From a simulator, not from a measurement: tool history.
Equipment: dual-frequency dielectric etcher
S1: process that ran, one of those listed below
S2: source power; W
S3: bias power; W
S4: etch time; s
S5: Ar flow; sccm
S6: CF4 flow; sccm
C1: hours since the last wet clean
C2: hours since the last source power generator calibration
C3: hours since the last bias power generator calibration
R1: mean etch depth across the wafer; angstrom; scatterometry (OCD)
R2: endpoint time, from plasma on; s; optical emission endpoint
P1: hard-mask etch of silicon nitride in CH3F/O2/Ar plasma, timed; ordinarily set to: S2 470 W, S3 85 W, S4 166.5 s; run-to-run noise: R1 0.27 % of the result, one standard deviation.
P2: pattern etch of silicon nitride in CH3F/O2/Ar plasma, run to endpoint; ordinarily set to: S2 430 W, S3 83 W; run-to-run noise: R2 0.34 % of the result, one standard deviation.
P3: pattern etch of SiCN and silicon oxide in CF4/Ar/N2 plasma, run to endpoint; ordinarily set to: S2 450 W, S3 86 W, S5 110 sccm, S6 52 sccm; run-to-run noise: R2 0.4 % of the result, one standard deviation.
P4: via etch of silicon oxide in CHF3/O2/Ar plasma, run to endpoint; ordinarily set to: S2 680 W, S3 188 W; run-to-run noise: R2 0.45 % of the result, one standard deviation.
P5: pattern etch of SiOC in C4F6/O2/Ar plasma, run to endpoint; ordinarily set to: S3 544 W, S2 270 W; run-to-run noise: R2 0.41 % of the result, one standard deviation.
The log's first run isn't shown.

run   hour  S1   S2   S3     S4   S5  S6     C1     C2      C3      R1      R2
  2   13.4  P1  470   61  166.5           235.1  703.6  1396.1  1183.1
  3   18.2  P3  450   52         110  52  239.9  708.4  1400.9          19.169
  4   24.3  P1  470   85  203.5             246  714.5    1407  1628.3
  5   32.8  P1  470   85  166.5           254.5    723  1415.5  1334.9
  6   41.6  P4  680  188                  263.3  731.8  1424.3          205.45
  7   45.9  P4  430  188                  267.6  736.1  1428.6          245.61
  8   54.4  P1  470   85  166.5           276.1  744.6  1437.1  1330.3
  9   62.2  P1  470   61  199.5           283.9  752.4  1444.9  1425.1
 10   66.4  P2  430   83                  288.1  756.6  1449.1          41.003
 11   74.9  P1  470   85  166.5           296.6  765.1  1457.6  1334.8
      79.9  -- source power generator calibrated
 12   81.1  P1  470   85  166.5           302.8    1.2  1463.8  1331.5
 13   85.8  P3  450   86          89  52  307.5    5.9  1468.5          15.707
 14   92.7  P3  450   86         110  52  314.4   12.8  1475.4          16.187
 15    100  P5  340  544                  321.7   20.1  1482.7          9.7545
 16  107.6  P1  640   85  166.5           329.3   27.7  1490.3  1490.8
 17  115.3  P1  470  113  166.5             337   35.4    1498  1472.8
 18  122.6  P2  430  112                  344.3   42.7  1505.3          36.771
 19  128.2  P3  450   86         110  36  349.9   48.3  1510.9          17.048
 20  136.2  P1  380   85  166.5           357.9   56.3  1518.9  1217.7

Expected results for the next run?
 21  141.4  P1  470  85  103          363.1  61.5  1524.1   ?

{"run 21": {"R1": 821.14}}
